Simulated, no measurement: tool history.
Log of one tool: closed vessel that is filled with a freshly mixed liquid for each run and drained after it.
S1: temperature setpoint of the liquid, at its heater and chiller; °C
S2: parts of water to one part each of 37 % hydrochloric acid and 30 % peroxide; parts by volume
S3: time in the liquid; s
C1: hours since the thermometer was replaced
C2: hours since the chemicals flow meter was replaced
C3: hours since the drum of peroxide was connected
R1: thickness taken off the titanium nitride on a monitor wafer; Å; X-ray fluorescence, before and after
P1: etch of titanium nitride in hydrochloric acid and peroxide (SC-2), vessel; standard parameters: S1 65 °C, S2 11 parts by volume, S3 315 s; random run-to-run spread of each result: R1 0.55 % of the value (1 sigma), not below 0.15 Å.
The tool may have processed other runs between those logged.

run 1 hour=9.9 | S1=65 S2=11 S3=315 | C1=1333.8 C2=1053.1 C3=122.7 | R1=244.95
run 2 hour=17.9 | S1=72 S2=11 S3=150 | C1=1341.8 C2=1061.1 C3=130.7 | R1=176.93
run 3 hour=28.4 | S1=65 S2=11 S3=615 | C1=1352.3 C2=1071.6 C3=141.2 | R1=478.98
run 4 hour=39 | S1=72 S2=11 S3=590 | C1=1362.9 C2=1082.2 C3=151.8 | R1=697.2
run 5 hour=51.8 | S1=65 S2=11 S3=315 | C1=1375.7 C2=1095 C3=164.6 | R1=242.73
run 6 hour=63.1 | S1=65 S2=11 S3=315 | C1=1387 C2=1106.3 C3=175.9 | R1=244.73
run 7 hour=69.4 | S1=72 S2=11 S3=315 | C1=1393.3 C2=1112.6 C3=182.2 | R1=371.48
run 8 hour=80.1 | S1=65 S2=19 S3=315 | C1=1404 C2=1123.3 C3=192.9 | R1=151.5
run 9 hour=88.8 | S1=65 S2=11 S3=315 | C1=1412.7 C2=1132 C3=201.6 | R1=245.21
run 10 hour=96.4 | S1=65 S2=11 S3=30 | C1=1420.3 C2=1139.6 C3=209.2 | R1=23.264
run 11 hour=104.5 | S1=65 S2=11 S3=315 | C1=1428.4 C2=1147.7 C3=217.3 | R1=244.87
run 12 hour=114.7 | S1=48.5 S2=11 S3=315 | C1=1438.6 C2=1157.9 C3=227.5 | R1=84.72
run 13 hour=121.2 | S1=65 S2=4 S3=315 | C1=1445.1 C2=1164.4 C3=234 | R1=528.57
run 14 hour=132.4 | S1=65 S2=11 S3=315 | C1=1456.3 C2=1175.6 C3=245.2 | R1=246.71

What will run 15 give?
run 15 hour=143.4 | S1=65 S2=11 S3=315 | C1=1467.3 C2=1186.6 C3=256.2 | R1=?

Run 15 measured R1 247.22 Å.
